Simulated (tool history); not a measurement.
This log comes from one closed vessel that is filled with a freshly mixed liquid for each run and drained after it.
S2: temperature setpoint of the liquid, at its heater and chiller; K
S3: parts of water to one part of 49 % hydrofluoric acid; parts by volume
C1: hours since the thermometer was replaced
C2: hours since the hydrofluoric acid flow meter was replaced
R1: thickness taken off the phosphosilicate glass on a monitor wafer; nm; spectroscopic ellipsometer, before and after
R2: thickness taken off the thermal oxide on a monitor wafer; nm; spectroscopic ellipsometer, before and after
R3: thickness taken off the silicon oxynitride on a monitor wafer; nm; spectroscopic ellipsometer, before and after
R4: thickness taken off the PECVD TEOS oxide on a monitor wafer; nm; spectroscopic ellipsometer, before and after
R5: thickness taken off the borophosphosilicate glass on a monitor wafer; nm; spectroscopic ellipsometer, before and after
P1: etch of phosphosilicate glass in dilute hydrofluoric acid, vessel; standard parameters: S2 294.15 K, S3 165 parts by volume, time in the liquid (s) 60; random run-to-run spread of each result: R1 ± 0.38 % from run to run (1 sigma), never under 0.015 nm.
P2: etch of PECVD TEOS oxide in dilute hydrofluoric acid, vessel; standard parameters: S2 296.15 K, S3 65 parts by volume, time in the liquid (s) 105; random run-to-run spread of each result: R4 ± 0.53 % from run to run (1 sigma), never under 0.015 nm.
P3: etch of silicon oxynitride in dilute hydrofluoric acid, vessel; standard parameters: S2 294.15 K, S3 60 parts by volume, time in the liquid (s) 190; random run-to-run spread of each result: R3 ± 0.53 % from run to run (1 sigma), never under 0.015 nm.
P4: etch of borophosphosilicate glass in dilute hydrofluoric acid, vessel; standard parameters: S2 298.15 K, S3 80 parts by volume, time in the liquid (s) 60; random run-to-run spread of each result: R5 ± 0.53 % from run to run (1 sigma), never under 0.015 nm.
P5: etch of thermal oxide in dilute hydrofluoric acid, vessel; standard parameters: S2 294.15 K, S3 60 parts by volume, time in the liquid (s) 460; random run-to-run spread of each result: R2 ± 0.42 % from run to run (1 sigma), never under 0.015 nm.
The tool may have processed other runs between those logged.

Run 1, hour 15.0: process that ran P1, S2 294.15 K, S3 165 parts by volume, time in the liquid (s) 60; C1 1987.7; C2 1304.7. Result: R1 53.208 nm.
Run 2, hour 28.3: process that ran P5, S2 294.15 K, S3 60 parts by volume, time in the liquid (s) 90; C1 2001.0; C2 1318.0. Result: R2 6.925 nm.
Run 3, hour 40.6: process that ran P1, S2 294.15 K, S3 165 parts by volume, time in the liquid (s) 60; C1 2013.3; C2 1330.3. Result: R1 53.406 nm.
Run 4, hour 54.8: process that ran P3, S2 290.15 K, S3 60 parts by volume, time in the liquid (s) 190; C1 2027.5; C2 1344.5. Result: R3 6.9605 nm.
Run 5, hour 62.0: process that ran P2, S2 290.15 K, S3 65 parts by volume, time in the liquid (s) 105; C1 2034.7; C2 1351.7. Result: R4 29.432 nm.
Run 6, hour 70.9: process that ran P1, S2 294.15 K, S3 165 parts by volume, time in the liquid (s) 60; C1 2043.6; C2 1360.6. Result: R1 53.327 nm.
Run 7, hour 79.0: process that ran P4, S2 298.15 K, S3 125 parts by volume, time in the liquid (s) 60; C1 2051.7; C2 1368.7. Result: R5 22.600 nm.
Run 8, hour 86.9: process that ran P1, S2 294.15 K, S3 85 parts by volume, time in the liquid (s) 95; C1 2059.6; C2 1376.6. Result: R1 178.460 nm.
Run 9, hour 97.1: process that ran P5, S2 300.15 K, S3 60 parts by volume, time in the liquid (s) 460; C1 2069.8; C2 1386.8. Result: R2 45.242 nm.
Run 10, hour 112.2: process that ran P5, S2 294.15 K, S3 60 parts by volume, time in the liquid (s) 460; C1 2084.9; C2 1401.9. Result: R2 35.597 nm.
Run 11, hour 119.3: process that ran P5, S2 294.15 K, S3 95 parts by volume, time in the liquid (s) 460; C1 2092.0; C2 1409.0. Result: R2 21.470 nm.
Run 12, hour 128.7: process that ran P1, S2 294.15 K, S3 165 parts by volume, time in the liquid (s) 60; C1 2101.4; C2 1418.4. Result: R1 53.317 nm.
Run 13, hour 139.7: process that ran P1, S2 294.15 K, S3 165 parts by volume, time in the liquid (s) 60; C1 2112.4; C2 1429.4. Result: R1 53.492 nm.
Run 14, hour 148.6: process that ran P1, S2 294.15 K, S3 165 parts by volume, time in the liquid (s) 90; C1 2121.3; C2 1438.3. Result: R1 79.535 nm.
Run 15, hour 162.9: process that ran P1, S2 299.65 K, S3 85 parts by volume, time in the liquid (s) 60; C1 2135.6; C2 1452.6. Result: R1 140.620 nm.
Run 16, hour 172.3: process that ran P4, S2 305.65 K, S3 80 parts by volume, time in the liquid (s) 60; C1 2145.0; C2 1462.0. Result: R5 50.139 nm.
Run 17, hour 183.2: process that ran P1, S2 294.15 K, S3 45 parts by volume, time in the liquid (s) 60; C1 2155.9; C2 1472.9. Result: R1 223.930 nm.
Run 18, hour 190.5: process that ran P3, S2 294.15 K, S3 20 parts by volume, time in the liquid (s) 190; C1 2163.2; C2 1480.2. Result: R3 25.7020 nm.
Run 19, hour 200.0: process that ran P4, S2 298.15 K, S3 80 parts by volume, time in the liquid (s) 60; C1 2172.7; C2 1489.7. Result: R5 37.342 nm.
Run 20, hour 215.1: process that ran P1, S2 294.15 K, S3 165 parts by volume, time in the liquid (s) 60; C1 2187.8; C2 1504.8. Result: R1 53.372 nm.
Run 21, hour 226.6: process that ran P2, S2 296.15 K, S3 65 parts by volume, time in the liquid (s) 105; C1 2199.3; C2 1516.3. Result: R4 38.014 nm.
Run 22, hour 242.6: process that ran P3, S2 294.15 K, S3 60 parts by volume, time in the liquid (s) 30; C1 2215.3; C2 1532.3. Result: R3 1.3000 nm.
Run 23, hour 254.8: process that ran P3, S2 294.15 K, S3 60 parts by volume, time in the liquid (s) 190; C1 2227.5; C2 1544.5. Result: R3 8.4833 nm.
Run 24, hour 270.1: process that ran P2, S2 296.15 K, S3 65 parts by volume, time in the liquid (s) 105; C1 2242.8; C2 1559.8. Result: R4 38.058 nm.
Run 25, hour 283.3: process that ran P1, S2 294.15 K, S3 255 parts by volume, time in the liquid (s) 60; C1 2256.0; C2 1573.0. Result: R1 31.641 nm.
Run 26, hour 291.1: process that ran P2, S2 296.15 K, S3 65 parts by volume, time in the liquid (s) 175; C1 2263.8; C2 1580.8. Result: R4 62.525 nm.
Run 27, hour 304.6: process that ran P5, S2 294.15 K, S3 60 parts by volume, time in the liquid (s) 460; C1 2277.3; C2 1594.3. Result: R2 35.438 nm.
Run 28, hour 319.4: process that ran P1, S2 290.15 K, S3 165 parts by volume, time in the liquid (s) 60; C1 2292.1; C2 1609.1. Result: R1 45.576 nm.
Run 29, hour 331.0: process that ran P1, S2 294.15 K, S3 165 parts by volume, time in the liquid (s) 30; C1 2303.7; C2 1620.7. Result: R1 26.658 nm.
Run 30, hour 338.4: process that ran P1, S2 290.65 K, S3 165 parts by volume, time in the liquid (s) 85; C1 2311.1; C2 1628.1. Result: R1 65.804 nm.
Run 31, hour 349.7: process that ran P4, S2 298.15 K, S3 80 parts by volume, time in the liquid (s) 30; C1 2322.4; C2 1639.4. Result: R5 18.473 nm.
Run 32, hour 362.3: process that ran P1, S2 302.15 K, S3 165 parts by volume, time in the liquid (s) 60; C1 2335.0; C2 1652.0. Result: R1 72.104 nm.
Run 33, hour 371.8: process that ran P4, S2 298.15 K, S3 80 parts by volume, time in the liquid (s) 60; C1 2344.5; C2 1661.5. Result: R5 37.248 nm.
Run 34, hour 386.7: process that ran P2, S2 296.15 K, S3 110 parts by volume, time in the liquid (s) 105; C1 2359.4; C2 1676.4. Result: R4 21.157 nm.
Run 35, hour 402.0: process that ran P1, S2 294.15 K, S3 165 parts by volume, time in the liquid (s) 60; C1 2374.7; C2 1691.7. Result: R1 53.563 nm.
Run 36, hour 412.0: process that ran P1, S2 294.15 K, S3 165 parts by volume, time in the liquid (s) 60; C1 2384.7; C2 1701.7. Result: R1 52.223 nm.
Run 37, hour 423.4: process that ran P1, S2 294.15 K, S3 165 parts by volume, time in the liquid (s) 60; C1 2396.1; C2 1713.1. Result: R1 51.510 nm.
Run 38, hour 439.0: process that ran P1, S2 294.15 K, S3 165 parts by volume, time in the liquid (s) 60; C1 2411.7; C2 1728.7. Result: R1 50.692 nm.
Run 39, hour 446.9: process that ran P1, S2 294.15 K, S3 165 parts by volume, time in the liquid (s) 60; C1 2419.6; C2 1736.6. Result: R1 50.439 nm.
Run 40, hour 457.4: process that ran P1, S2 294.15 K, S3 165 parts by volume, time in the liquid (s) 60; C1 2430.1; C2 1747.1. Result: R1 49.963 nm.
Run 41, hour 469.6: process that ran P1, S2 294.15 K, S3 165 parts by volume, time in the liquid (s) 60; C1 2442.3; C2 1759.3. Result: R1 49.931 nm.
Run 42, hour 481.5: process that ran P1, S2 294.15 K, S3 165 parts by volume, time in the liquid (s) 60; C1 2454.2; C2 1771.2. Result: R1 49.566 nm.
Run 43, hour 497.4: process that ran P1, S2 294.15 K, S3 165 parts by volume, time in the liquid (s) 60; C1 2470.1; C2 1787.1. Result: R1 49.612 nm.
Run 44, hour 513.1: process that ran P1, S2 294.15 K, S3 165 parts by volume, time in the liquid (s) 60; C1 2485.8; C2 1802.8. Result: R1 48.866 nm.
Run 45, hour 527.6: process that ran P1, S2 294.15 K, S3 165 parts by volume, time in the liquid (s) 60; C1 2500.3; C2 1817.3. Result: R1 49.451 nm.
Run 46, hour 539.8: process that ran P1, S2 294.15 K, S3 165 parts by volume, time in the liquid (s) 60; C1 2512.5; C2 1829.5. Result: R1 48.868 nm.

What P1 gives has crept off from where it sat before. The 2 causes that follow fit the log equally well, each at the size noted:
A: hydrofluoric acid flow below the setpoint (%) = 6.64
B: liquid colder than its thermometer reads (K) = 2.06
The process output started creeping at around hour 402.0.

Consider the 4 single-wafer check runs listed below, results given as question marks: which one distinguishes between the causes by giving clearly different results for each?
Run check 1, hour 552.0: process that ran P5, S2 300.15 K, S3 60 parts by volume, time in the liquid (s) 145. Result: R2 ?.
Run check 2, hour 552.0: process that ran P4, S2 298.15 K, S3 105 parts by volume, time in the liquid (s) 30. Result: R5 ?.
Run check 3, hour 552.0: process that ran P3, S2 290.65 K, S3 30 parts by volume, time in the liquid (s) 190. Result: R3 ?.
Run check 4, hour 552.0: process that ran P2, S2 296.15 K, S3 110 parts by volume, time in the liquid (s) 105. Result: R4 ?.

How each check would come out, cause by cause:
  check  result     if A     if B
check 1      R2   13.231   13.125
check 2      R5   12.674   12.632
check 3      R3  13.4530  12.9490
check 4      R4   19.631   19.539
Distance between the nearest two causes, measured in the result of the check that separates them most: check 1 0.8 %; check 2 0.33 %; check 3 3.82 %; check 4 0.47 %
Only in check 3 would the causes give clearly different results; in the remaining checks their results would be nearly the same.

After running check 3, the following was obtained: R3 13.3890 nm. Which cause does this point to?

The correct cause is A, namely: hydrofluoric acid flow below the setpoint (%).
